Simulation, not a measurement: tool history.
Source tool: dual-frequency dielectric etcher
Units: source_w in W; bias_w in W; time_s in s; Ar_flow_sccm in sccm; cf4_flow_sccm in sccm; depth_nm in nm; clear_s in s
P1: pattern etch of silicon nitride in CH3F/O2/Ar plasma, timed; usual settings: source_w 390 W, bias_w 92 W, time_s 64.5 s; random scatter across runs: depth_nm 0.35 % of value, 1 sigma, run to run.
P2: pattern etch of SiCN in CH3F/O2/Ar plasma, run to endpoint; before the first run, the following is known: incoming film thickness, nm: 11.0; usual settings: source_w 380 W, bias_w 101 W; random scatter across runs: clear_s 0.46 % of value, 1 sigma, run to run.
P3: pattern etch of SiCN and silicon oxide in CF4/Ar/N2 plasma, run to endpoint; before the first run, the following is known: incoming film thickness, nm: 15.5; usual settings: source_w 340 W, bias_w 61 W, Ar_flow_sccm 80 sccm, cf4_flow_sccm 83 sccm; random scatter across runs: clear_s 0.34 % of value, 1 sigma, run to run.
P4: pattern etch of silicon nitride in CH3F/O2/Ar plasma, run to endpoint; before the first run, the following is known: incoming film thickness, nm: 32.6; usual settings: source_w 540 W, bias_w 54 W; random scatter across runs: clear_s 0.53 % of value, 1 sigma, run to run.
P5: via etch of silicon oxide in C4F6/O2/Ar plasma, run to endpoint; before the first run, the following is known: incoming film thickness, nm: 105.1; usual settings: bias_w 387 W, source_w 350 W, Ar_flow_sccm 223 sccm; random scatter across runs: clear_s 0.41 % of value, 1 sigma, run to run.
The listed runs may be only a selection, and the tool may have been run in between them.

run   hour  process  source_w  bias_w  time_s  Ar_flow_sccm  cf4_flow_sccm  depth_nm  clear_s
  1    7.9       P1       390      92    64.5                                 47.907
  2   22.8       P3       340      61                    54             83             21.770
  3   34.6       P1       390      92    64.5                                 48.255
  4   41.6       P2       530     101                                                  23.723
  5   50.7       P1       510      92    64.5                                 52.830
  6   61.8       P2       380      71                                                  30.526
  7   75.9       P1       390     113    64.5                                 51.503
  8   83.8       P4       540      54                                                  46.534
  9   98.6       P3       340      61                    80             83             22.876
 10  110.9       P4       540      54                                                  46.363
     118.5  -- bias power generator calibrated
 11  125.2       P1       390      92    37.5                                 27.731
 12  140.0       P3       420      61                    80             83             18.809
 13  150.1       P3       340      61                    80             83             22.862
 14  157.3       P5       350     387                   223                            26.883
 15  165.6       P1       390      92    64.5                                 48.094
 16  178.9       P4       540      66                                                  43.368
 17  185.9       P5       350     387                   280                            27.770
 18  193.4       P5       350     387                   223                            26.917
 19  201.0       P3       340      73                    80             83             21.634
 20  209.8       P5       280     387                   223                            29.365
 21  221.7       P3       340      61                    80             61             23.775
 22  230.1       P1       390      92    64.5                                 48.208
 23  243.7       P2       380     101                                                  26.633
 24  250.5       P1       390      66    64.5                                 42.868
 25  265.1       P1       280      92    77.5                                 50.944
 26  279.0       P1       390      92    64.5                                 47.518
 27  288.5       P1       290      92    64.5                                 43.049
 28  297.1       P1       390      92    64.5                                 47.721
 29  310.7       P1       390      92    85.0                                 63.156
 30  320.6       P4       770      54                                                  40.584
 31  328.7       P5       350     297                   223                            29.692
 32  337.5       P1       390      92    64.5                                 47.952
 33  345.3       P1       390      92    64.5                                 48.450
 34  352.4       P1       390      92    64.5                                 48.169
 35  360.6       P1       390      92    64.5                                 48.403
 36  369.0       P1       390      92    64.5                                 48.418
     376.2  -- wet clean of the chamber
 37  381.3       P1       390      92    64.5                                 48.453
 38  394.9       P1       390      92    64.5                                 48.563
 39  404.6       P1       390      92    64.5                                 48.622

P1 no longer gives what it gave before; its output has crept away from where it was. The following 2 causes, each at its listed size, fit the log equally well:
A: source power that arrives over what is set, % = 4.79
B: bias power that arrives over what is set, % = 4.93
Creep in the process output first set in at about hour 337.5.
All other causes, with the reason each is excluded:
chamber walls in a state that raises the etch rate, %: work on it at hour 376.2, done after the drift set in, did not restore what the process gave before

4 check runs are offered, one wafer each, their results left as question marks. Which one tells the causes apart?
check 1  414.3       P4       540      54                                                       ?
check 2  414.3       P2       380     101                                                       ?
check 3  414.3       P3       340      61                    80             83                  ?
check 4  414.3       P5       350     387                   223                                 ?

Check results expected under each cause:
  check   result    if A    if B
check 1  clear_s  45.525  45.672
check 2  clear_s  26.223  26.195
check 3  clear_s  21.907  22.495
check 4  clear_s  26.534  26.532
Per check, the gap between the least separated pair of causes, taken in the result that splits them most: check 1 0.32 %; check 2 0.11 %; check 3 2.65 %; check 4 0.01 %
The other checks would show nearly matching results whichever cause is true, so check 3 is the only one that separates the causes.

Then check 3 was run and gave: clear_s 21.890 s. Which cause is it?

A is the cause: source power that arrives over what is set, %.
